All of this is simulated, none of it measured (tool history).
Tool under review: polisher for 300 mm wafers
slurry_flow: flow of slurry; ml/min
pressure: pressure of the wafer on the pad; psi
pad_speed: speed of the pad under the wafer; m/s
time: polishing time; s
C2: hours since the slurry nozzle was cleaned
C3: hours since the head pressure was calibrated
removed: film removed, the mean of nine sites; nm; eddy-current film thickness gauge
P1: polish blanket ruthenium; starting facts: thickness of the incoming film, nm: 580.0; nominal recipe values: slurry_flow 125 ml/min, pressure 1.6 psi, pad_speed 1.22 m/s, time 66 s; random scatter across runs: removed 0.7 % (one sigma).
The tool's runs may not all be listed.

Run 1, hour 14.3: slurry_flow 125 ml/min, pressure 1.6 psi, pad_speed 1.22 m/s, time 66 s; wafers polished on this pad 437; C2 295.7; C3 476.1. Result: removed 57.851 nm.
Run 2, hour 22.1: slurry_flow 75 ml/min, pressure 1.6 psi, pad_speed 1.22 m/s, time 66 s; wafers polished on this pad 513; C2 303.5; C3 483.9. Result: removed 51.121 nm.
Run 3, hour 28.9: slurry_flow 125 ml/min, pressure 1.6 psi, pad_speed 1.22 m/s, time 66 s; wafers polished on this pad 580; C2 310.3; C3 490.7. Result: removed 59.226 nm.
Run 4, hour 43: slurry_flow 125 ml/min, pressure 2.6 psi, pad_speed 1.22 m/s, time 66 s; wafers polished on this pad 717; C2 324.4; C3 504.8. Result: removed 94.604 nm.
Run 5, hour 54.2: slurry_flow 125 ml/min, pressure 1.6 psi, pad_speed 1.84 m/s, time 66 s; wafers polished on this pad 827; C2 335.6; C3 516. Result: removed 88.092 nm.
Run 6, hour 62.9: slurry_flow 125 ml/min, pressure 1.6 psi, pad_speed 1.22 m/s, time 97 s; wafers polished on this pad 912; C2 344.3; C3 524.7. Result: removed 85.272 nm.
Run 7, hour 71.7: slurry_flow 125 ml/min, pressure 0.7 psi, pad_speed 1.22 m/s, time 66 s; wafers polished on this pad 997; C2 353.1; C3 533.5. Result: removed 25.704 nm.
Run 8, hour 79.1: slurry_flow 75 ml/min, pressure 1.6 psi, pad_speed 1.56 m/s, time 66 s; wafers polished on this pad 1070; C2 360.5; C3 540.9. Result: removed 65.898 nm.
Run 9, hour 91.5: slurry_flow 125 ml/min, pressure 1.6 psi, pad_speed 1.22 m/s, time 66 s; wafers polished on this pad 1191; C2 372.9; C3 553.3. Result: removed 58.35 nm.
Run 10, hour 99.8: slurry_flow 125 ml/min, pressure 1.6 psi, pad_speed 1.22 m/s, time 66 s; wafers polished on this pad 1272; C2 381.2; C3 561.6. Result: removed 58.504 nm.
At hour 102.9: worn pad replaced by a new one.
Run 11, hour 107.2: slurry_flow 125 ml/min, pressure 1.6 psi, pad_speed 1.22 m/s, time 66 s; wafers polished on this pad 42; C2 388.6; C3 569. Result: removed 58.232 nm.
Run 12, hour 118.4: slurry_flow 125 ml/min, pressure 2.6 psi, pad_speed 1.22 m/s, time 43 s; wafers polished on this pad 151; C2 399.8; C3 580.2. Result: removed 61.886 nm.
Run 13, hour 132.1: slurry_flow 125 ml/min, pressure 1.6 psi, pad_speed 1.22 m/s, time 31 s; wafers polished on this pad 285; C2 413.5; C3 593.9. Result: removed 27.599 nm.
Run 14, hour 144.4: slurry_flow 185 ml/min, pressure 1.6 psi, pad_speed 1.22 m/s, time 66 s; wafers polished on this pad 405; C2 425.8; C3 606.2. Result: removed 61.351 nm.

What does the tool deliver on the next run?
Run 15, hour 150.7: slurry_flow 125 ml/min, pressure 1.6 psi, pad_speed 0.56 m/s, time 98 s; wafers polished on this pad 466; C2 432.1; C3 612.5. Result: removed ?.

removed: 39.642 nm
